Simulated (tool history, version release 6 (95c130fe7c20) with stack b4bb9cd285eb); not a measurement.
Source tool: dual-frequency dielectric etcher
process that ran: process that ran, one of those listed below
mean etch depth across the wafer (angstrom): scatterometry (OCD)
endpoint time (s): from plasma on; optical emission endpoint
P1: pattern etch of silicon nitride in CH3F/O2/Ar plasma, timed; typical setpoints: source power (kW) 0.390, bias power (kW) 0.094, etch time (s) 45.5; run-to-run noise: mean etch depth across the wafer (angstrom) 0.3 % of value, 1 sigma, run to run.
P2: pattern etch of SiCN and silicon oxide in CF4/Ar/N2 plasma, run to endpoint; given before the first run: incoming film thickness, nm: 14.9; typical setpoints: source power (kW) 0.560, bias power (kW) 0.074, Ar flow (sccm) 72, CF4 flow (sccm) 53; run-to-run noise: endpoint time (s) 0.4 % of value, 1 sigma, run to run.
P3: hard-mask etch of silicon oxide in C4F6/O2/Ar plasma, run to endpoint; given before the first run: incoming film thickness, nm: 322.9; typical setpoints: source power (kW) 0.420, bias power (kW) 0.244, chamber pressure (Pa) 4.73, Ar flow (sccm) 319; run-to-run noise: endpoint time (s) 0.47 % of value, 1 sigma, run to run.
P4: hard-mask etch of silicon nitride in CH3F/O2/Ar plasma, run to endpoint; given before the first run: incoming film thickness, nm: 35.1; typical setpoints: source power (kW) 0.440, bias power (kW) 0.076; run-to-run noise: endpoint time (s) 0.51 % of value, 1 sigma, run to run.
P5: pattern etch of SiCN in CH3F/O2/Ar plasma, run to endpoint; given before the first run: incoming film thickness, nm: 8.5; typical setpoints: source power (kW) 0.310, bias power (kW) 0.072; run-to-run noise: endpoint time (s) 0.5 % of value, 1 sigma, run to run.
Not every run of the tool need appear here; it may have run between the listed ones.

| run | hour | process that ran | source power (kW) | bias power (kW) | etch time (s) | Ar flow (sccm) | CF4 flow (sccm) | chamber pressure (Pa) | hours since the last wet clean | hours since the last source power generator calibration | hours since the last bias power generator calibration | mean etch depth across the wafer (angstrom) | endpoint time (s) |
|---|---|---|---|---|---|---|---|---|---|---|---|---|---|
| 1 | 8.1 | P1 | 0.390 | 0.094 | 45.5 |  |  |  | 320.7 | 2159.2 | 2050.7 | 347.35 |  |
| 2 | 16.1 | P2 | 0.560 | 0.074 |  | 94 | 53 |  | 328.7 | 2167.2 | 2058.7 |  | 14.451 |
| 3 | 22.1 | P3 | 0.420 | 0.244 |  | 319 |  | 4.73 | 334.7 | 2173.2 | 2064.7 |  | 94.160 |
| 4 | 28.2 | P1 | 0.390 | 0.094 | 45.5 |  |  |  | 340.8 | 2179.3 | 2070.8 | 347.82 |  |
| 5 | 34.6 | P2 | 0.560 | 0.074 |  | 72 | 53 |  | 347.2 | 2185.7 | 2077.2 |  | 13.861 |
| 6 | 38.8 | P4 | 0.440 | 0.095 |  |  |  |  | 351.4 | 2189.9 | 2081.4 |  | 43.346 |
| 7 | 43.6 | P1 | 0.390 | 0.114 | 45.5 |  |  |  | 356.2 | 2194.7 | 2086.2 | 371.36 |  |
| 8 | 52.1 | P1 | 0.260 | 0.094 | 45.5 |  |  |  | 364.7 | 2203.2 | 2094.7 | 299.28 |  |
|  | 57.5 | source power generator calibrated |
| 9 | 59.4 | P1 | 0.390 | 0.094 | 45.5 |  |  |  | 372.0 | 1.9 | 2102.0 | 344.54 |  |
| 10 | 68.8 | P1 | 0.390 | 0.094 | 45.5 |  |  |  | 381.4 | 11.3 | 2111.4 | 347.83 |  |
| 11 | 77.1 | P3 | 0.300 | 0.244 |  | 319 |  | 4.73 | 389.7 | 19.6 | 2119.7 |  | 107.150 |
| 12 | 81.7 | P5 | 0.310 | 0.054 |  |  |  |  | 394.3 | 24.2 | 2124.3 |  | 26.844 |
| 13 | 88.6 | P3 | 0.420 | 0.183 |  | 319 |  | 4.73 | 401.2 | 31.1 | 2131.2 |  | 103.380 |
| 14 | 95.1 | P3 | 0.420 | 0.244 |  | 405 |  | 4.73 | 407.7 | 37.6 | 2137.7 |  | 96.453 |
| 15 | 100.4 | P3 | 0.420 | 0.244 |  | 319 |  | 6.33 | 413.0 | 42.9 | 2143.0 |  | 98.535 |
| 16 | 107.2 | P1 | 0.390 | 0.094 | 45.5 |  |  |  | 419.8 | 49.7 | 2149.8 | 347.76 |  |
| 17 | 115.9 | P4 | 0.440 | 0.076 |  |  |  |  | 428.5 | 58.4 | 2158.5 |  | 46.797 |
| 18 | 122.3 | P1 | 0.390 | 0.094 | 33.0 |  |  |  | 434.9 | 64.8 | 2164.9 | 253.58 |  |
| 19 | 130.4 | P5 | 0.250 | 0.072 |  |  |  |  | 443.0 | 72.9 | 2173.0 |  | 26.173 |
| 20 | 138.1 | P1 | 0.390 | 0.094 | 65.5 |  |  |  | 450.7 | 80.6 | 2180.7 | 500.86 |  |
| 21 | 143.3 | P2 | 0.560 | 0.074 |  | 72 | 64 |  | 455.9 | 85.8 | 2185.9 |  | 13.463 |
| 22 | 152.8 | P1 | 0.520 | 0.094 | 45.5 |  |  |  | 465.4 | 95.3 | 2195.4 | 386.80 |  |
| 23 | 161.6 | P1 | 0.290 | 0.124 | 45.5 |  |  |  | 474.2 | 104.1 | 2204.2 | 345.91 |  |
| 24 | 170.6 | P4 | 0.340 | 0.076 |  |  |  |  | 483.2 | 113.1 | 2213.2 |  | 51.873 |
| 25 | 177.5 | P3 | 0.420 | 0.244 |  | 319 |  | 4.73 | 490.1 | 120.0 | 2220.1 |  | 93.886 |
|  | 182.8 | wet clean of the chamber |
| 26 | 186.1 | P1 | 0.390 | 0.094 | 45.5 |  |  |  | 3.3 | 128.6 | 2228.7 | 347.38 |  |
| 27 | 191.1 | P5 | 0.310 | 0.072 |  |  |  |  | 8.3 | 133.6 | 2233.7 |  | 24.306 |
| 28 | 197.9 | P2 | 0.560 | 0.055 |  | 72 | 53 |  | 15.1 | 140.4 | 2240.5 |  | 15.087 |
| 29 | 203.9 | P2 | 0.730 | 0.074 |  | 72 | 53 |  | 21.1 | 146.4 | 2246.5 |  | 10.979 |
| 30 | 212.9 | P2 | 0.560 | 0.074 |  | 72 | 53 |  | 30.1 | 155.4 | 2255.5 |  | 13.847 |
| 31 | 217.1 | P1 | 0.390 | 0.061 | 45.5 |  |  |  | 34.3 | 159.6 | 2259.7 | 297.67 |  |
| 32 | 221.5 | P1 | 0.390 | 0.094 | 45.5 |  |  |  | 38.7 | 164.0 | 2264.1 | 347.25 |  |
| 33 | 229.0 | P1 | 0.390 | 0.094 | 45.5 |  |  |  | 46.2 | 171.5 | 2271.6 | 346.68 |  |
| 34 | 237.7 | P1 | 0.390 | 0.094 | 45.5 |  |  |  | 54.9 | 180.2 | 2280.3 | 344.11 |  |
| 35 | 246.9 | P1 | 0.390 | 0.094 | 45.5 |  |  |  | 64.1 | 189.4 | 2289.5 | 342.01 |  |
| 36 | 256.2 | P1 | 0.390 | 0.094 | 45.5 |  |  |  | 73.4 | 198.7 | 2298.8 | 342.22 |  |
| 37 | 261.1 | P1 | 0.390 | 0.094 | 45.5 |  |  |  | 78.3 | 203.6 | 2303.7 | 341.60 |  |
|  | 263.8 | wet clean of the chamber |
| 38 | 269.2 | P1 | 0.390 | 0.094 | 45.5 |  |  |  | 5.5 | 211.7 | 2311.8 | 341.76 |  |

Run 39 is up next; what results do you expect?
| 39 | 277.6 | P1 | 0.390 | 0.094 | 45.5 |  |  |  | 13.9 | 220.1 | 2320.2 | ? |  |

{"run 39": {"mean etch depth across the wafer (angstrom)": 340.12}}
